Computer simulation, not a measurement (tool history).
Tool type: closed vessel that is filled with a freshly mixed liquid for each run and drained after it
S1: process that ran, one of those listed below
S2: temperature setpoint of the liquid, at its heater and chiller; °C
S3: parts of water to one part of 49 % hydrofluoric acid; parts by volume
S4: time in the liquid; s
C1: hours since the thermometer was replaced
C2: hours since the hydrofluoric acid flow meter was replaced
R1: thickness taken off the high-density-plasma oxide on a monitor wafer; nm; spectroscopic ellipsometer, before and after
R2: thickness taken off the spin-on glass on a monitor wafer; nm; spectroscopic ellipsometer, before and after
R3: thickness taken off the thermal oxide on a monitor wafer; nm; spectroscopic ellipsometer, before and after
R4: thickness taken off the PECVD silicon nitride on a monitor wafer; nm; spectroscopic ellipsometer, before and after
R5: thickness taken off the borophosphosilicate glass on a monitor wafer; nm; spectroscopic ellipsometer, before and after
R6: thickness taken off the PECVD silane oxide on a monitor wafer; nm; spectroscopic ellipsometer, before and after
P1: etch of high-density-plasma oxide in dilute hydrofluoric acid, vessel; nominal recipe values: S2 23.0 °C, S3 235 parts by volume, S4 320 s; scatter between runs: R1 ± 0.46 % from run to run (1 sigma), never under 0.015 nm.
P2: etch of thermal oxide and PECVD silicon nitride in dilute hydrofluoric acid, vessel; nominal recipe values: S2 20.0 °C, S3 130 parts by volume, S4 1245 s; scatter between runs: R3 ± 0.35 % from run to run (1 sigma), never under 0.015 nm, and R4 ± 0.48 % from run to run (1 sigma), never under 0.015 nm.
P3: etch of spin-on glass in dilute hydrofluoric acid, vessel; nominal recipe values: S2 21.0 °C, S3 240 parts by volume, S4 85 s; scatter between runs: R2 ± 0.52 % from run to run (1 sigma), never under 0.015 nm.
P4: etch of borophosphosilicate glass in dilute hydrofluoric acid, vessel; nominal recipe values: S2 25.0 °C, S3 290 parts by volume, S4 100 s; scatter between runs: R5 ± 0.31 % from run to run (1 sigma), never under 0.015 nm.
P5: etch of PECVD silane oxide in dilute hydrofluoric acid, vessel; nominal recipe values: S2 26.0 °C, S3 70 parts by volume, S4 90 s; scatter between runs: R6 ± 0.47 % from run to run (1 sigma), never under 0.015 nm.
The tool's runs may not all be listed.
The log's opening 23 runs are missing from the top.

run   hour  S1    S2   S3    S4     C1     C2       R1       R2       R3       R4      R5       R6
 24   84.7  P5  26.0   70    90  734.3  728.7                                              21.4760
 25   88.7  P1  23.0  425   320  738.3  732.7   3.0373
 26   93.4  P1  23.0  135   320  743.0  737.4  12.5650
 27   97.6  P1  17.0  235   320  747.2  741.6   5.1657
 28  100.4  P3  21.0  240    85  750.0  744.4           14.5040
 29  103.0  P2  20.0   25  1245  752.6  747.0                    217.990  109.500
 30  105.2  P4  25.0  290   100  754.8  749.2                                      12.784
 31  109.8  P1  23.0  235   580  759.4  753.8  11.7600
 32  114.6  P2  28.0  130  1245  764.2  758.6                     50.392   36.970
 33  117.4  P1  23.0  235   320  767.0  761.4   6.3762

Estimate the outcome of run 34 from the log above:
 34  120.7  P1  23.0  235  320  770.3  764.7   ?

{"run 34": {"R1": 6.4875}}
